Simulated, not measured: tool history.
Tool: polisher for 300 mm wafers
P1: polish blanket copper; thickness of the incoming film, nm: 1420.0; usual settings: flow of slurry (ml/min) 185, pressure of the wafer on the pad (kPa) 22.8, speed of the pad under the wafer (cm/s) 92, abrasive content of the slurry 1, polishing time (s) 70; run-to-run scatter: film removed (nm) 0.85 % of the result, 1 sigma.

run   hour  flow of slurry (ml/min)  pressure of the wafer on the pad (kPa)  speed of the pad under the wafer (cm/s)  abrasive content of the slurry  polishing time (s)  wafers polished on this pad  hours since the slurry nozzle was cleaned  hours since the head pressure was calibrated  hours since the slurry blender was calibrated  film removed (nm)
  1    7.8                      185                                    22.8                                       92                               1                  70                          558                                       82.6                                         225.4                                          143.2             259.04
  2     15                      185                                    22.8                                       92                               1                  70                          615                                       89.8                                         232.6                                          150.4             254.58
  3   22.8                      110                                    22.8                                       92                               1                  70                          677                                       97.6                                         240.4                                          158.2             229.27
  4   29.4                      185                                    22.8                                      146                               1                  70                          729                                      104.2                                           247                                          164.8             406.28
  5   39.3                      185                                    34.5                                       92                               1                  70                          808                                      114.1                                         256.9                                          174.7             389.18
      43.6  -- slurry nozzle cleaned
  6   47.6                      185                                    22.8                                       92                            0.75                  70                          874                                          4                                         265.2                                            183             239.72
  7   55.6                      185                                    22.8                                       92                               1                  33                          937                                         12                                         273.2                                            191             120.02
        56  -- head pressure recalibrated
  8     66                      185                                    22.8                                       48                             1.2                  70                         1020                                       22.4                                          10.1                                          201.4             137.96
  9   76.3                      185                                    15.9                                       92                               1                  70                         1102                                       32.7                                          20.4                                          211.7             176.93
 10   85.2                      185                                    22.8                                       92                               1                  70                         1172                                       41.6                                          29.3                                          220.6             255.08
 11   94.6                      185                                    22.8                                       92                            0.65                  54                         1247                                         51                                          38.7                                            230             177.13
 12  103.8                      185                                    22.8                                       92                               1                 103                         1320                                       60.2                                          47.9                                          239.2             371.66
 13  116.3                      185                                    22.8                                       42                               1                  70                         1419                                       72.7                                          60.4                                          251.7             116.49
 14  128.6                      185                                    22.8                                       92                               1                  70                         1517                                         85                                          72.7                                            264             254.96
 15  137.8                      185                                    22.8                                      122                               1                  55                         1590                                       94.2                                          81.9                                          273.2             266.49
 16  146.6                      260                                    22.8                                       92                               1                  70                         1660                                        103                                          90.7                                            282             264.91
 17    158                      185                                    22.8                                       92                            1.35                  70                         1750                                      114.4                                         102.1                                          293.4             270.66
 18  169.5                      185                                    22.8                                       92                               1                  70                         1841                                      125.9                                         113.6                                          304.9             253.95
 19  181.9                      185                                    22.8                                       92                               1                  70                         1940                                      138.3                                           126                                          317.3             246.65
 20  193.5                      185                                    22.8                                       92                               1                  70                         2032                                      149.9                                         137.6                                          328.9             242.67
 21  202.6                      185                                    22.8                                       92                               1                  70                         2104                                        159                                         146.7                                            338             237.32
     212.4  -- worn pad replaced by a new one
 22  212.6                      185                                    22.8                                       92                               1                  70                            1                                        169                                         156.7                                            348             236.65
     223.2  -- slurry blender recalibrated
 23  223.2                      185                                    22.8                                       92                               1                  70                           85                                      179.6                                         167.3                                            0.1             237.67
 24  230.9                      185                                    22.8                                       92                               1                  70                          147                                      187.3                                           175                                            7.8             233.96
 25  237.7                      185                                    22.8                                       92                               1                  70                          201                                      194.1                                         181.8                                           14.6             239.08
 26  244.5                      185                                    22.8                                       92                               1                  70                          254                                      200.9                                         188.6                                           21.4             234.52

What P1 gives has crept away from where it was. These 2 causes fit the log equally well, each at the size given:
A: head's pressure below its setpoint, % = 7.65
B: slurry flow missing at the pad, % = 36.4
The creep began at about hour 169.5.
Why every other cause is out:
removal rate lost through wear of the pad, %: serviced at hour 212.4, which brought nothing back
abrasive missing from the slurry, %: serviced at hour 223.2, which brought nothing back

4 check runs are offered, each on 2 wafers whose results are averaged, their results left as question marks. Which one tells the causes apart?
check 1  251.3                      185                                      29                                      140                               1                  70                                                                                                                                                                                       ?
check 2  251.3                      110                                    22.8                                       92                             1.3                  70                                                                                                                                                                                       ?
check 3  251.3                      185                                    33.1                                       92                               1                  70                                                                                                                                                                                       ?
check 4  251.3                      185                                    22.8                                       92                            0.85                  70                                                                                                                                                                                       ?

What each check would give under each cause:
  check             result    if A    if B
check 1  film removed (nm)  455.73  455.64
check 2  film removed (nm)  226.62  216.16
check 3  film removed (nm)  342.26  342.19
check 4  film removed (nm)  227.33  227.28
How far apart the two closest causes lie, in the result that separates them most: check 1 0.02 %; check 2 4.73 %; check 3 0.02 %; check 4 0.02 %
Check 2 tells the causes apart: in the others they would give nearly the same result.

Check 2 was then run and gave: film removed (nm) 225.56. Which cause is it?

It is A: head's pressure below its setpoint, %.
